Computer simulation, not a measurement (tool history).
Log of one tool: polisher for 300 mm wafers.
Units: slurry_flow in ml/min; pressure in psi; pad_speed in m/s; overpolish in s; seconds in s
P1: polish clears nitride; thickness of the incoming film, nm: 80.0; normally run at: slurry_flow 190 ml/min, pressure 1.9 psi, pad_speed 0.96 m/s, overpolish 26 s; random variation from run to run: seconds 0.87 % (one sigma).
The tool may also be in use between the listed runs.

run	hour	slurry_flow	pressure	pad_speed	overpolish	wafers polished on this pad	hours since the slurry nozzle was cleaned	hours since the head pressure was calibrated	seconds
1	4.6	190	1.9	0.96	26	125	517.1	671.6	133.9
2	11.4	190	1.9	0.96	26	185	523.9	678.4	135.05
3	19.4	115	1.9	0.96	26	255	531.9	686.4	146.75
4	24.3	190	1.9	0.96	26	298	536.8	691.3	133.42
5	28.5	280	1.9	0.96	26	335	541	695.5	124.87
6	34.5	190	1.9	0.96	26	388	547	701.5	133.07
7	39.6	190	2.6	0.96	26	432	552.1	706.6	97.358
8	48.2	190	1.9	0.96	26	508	560.7	715.2	134.44
9	55.9	190	1.9	0.58	26	575	568.4	722.9	220.53
10	61.7	190	0.9	0.96	26	626	574.2	728.7	281.25
11	66.5	190	1.9	1.5	26	669	579	733.5	85.61
12	73.6	190	1.9	0.96	8	731	586.1	740.6	133.16
13	80.8	190	1.9	0.96	52	794	593.3	747.8	135.6
14	87.1	190	1.9	0.96	26	850	599.6	754.1	132.52
15	93.6	190	1.9	1.3	8	907	606.1	760.6	98.682
16	97.8	190	1.9	0.96	26	943	610.3	764.8	132.99
17	105.3	190	1.9	0.96	26	1009	617.8	772.3	135.86
18	111.2	190	1.9	0.96	26	1061	623.7	778.2	137.51
# hour 112.3: head pressure recalibrated
19	115.9	190	1.9	0.96	26	1102	628.4	3.7	139.04
20	123.4	190	1.9	0.96	26	1168	635.9	11.2	141.04
21	128.7	190	1.9	0.96	26	1215	641.2	16.5	140.83
22	135	190	1.9	0.96	26	1270	647.5	22.8	142.66

What P1 gives has crept away from where it was. These 2 causes fit the log equally well, each at the size given:
A: removal rate lost through wear of the pad, % = 6.6
B: slurry flow missing at the pad, % = 33.3
The creep began at about hour 97.8.
Why every other cause is out:
head's pressure below its setpoint, %: serviced at hour 112.3, which brought nothing back

4 check runs are offered, each on 3 wafers whose results are averaged, their results left as question marks. Which one tells the causes apart?
check 1	141.3	225	1.9	0.96	44				?
check 2	141.3	190	2.4	0.96	26				?
check 3	141.3	190	1.9	0.74	26				?
check 4	141.3	115	1.9	0.96	15				?

What each check would give under each cause:
check	result	if A	if B
check 1	seconds	139.63	138.26
check 2	seconds	112.97	112.97
check 3	seconds	185.12	185.13
check 4	seconds	155.96	162.17
How far apart the two closest causes lie, in the result that separates them most: check 1 0.99 %; check 2 0 %; check 3 0 %; check 4 3.91 %
Only check 4 tells the causes apart: in the others they would give nearly the same result.

Check 4 was then run and gave: seconds 162.15 s. Which cause is it?

It is B: slurry flow missing at the pad, %.

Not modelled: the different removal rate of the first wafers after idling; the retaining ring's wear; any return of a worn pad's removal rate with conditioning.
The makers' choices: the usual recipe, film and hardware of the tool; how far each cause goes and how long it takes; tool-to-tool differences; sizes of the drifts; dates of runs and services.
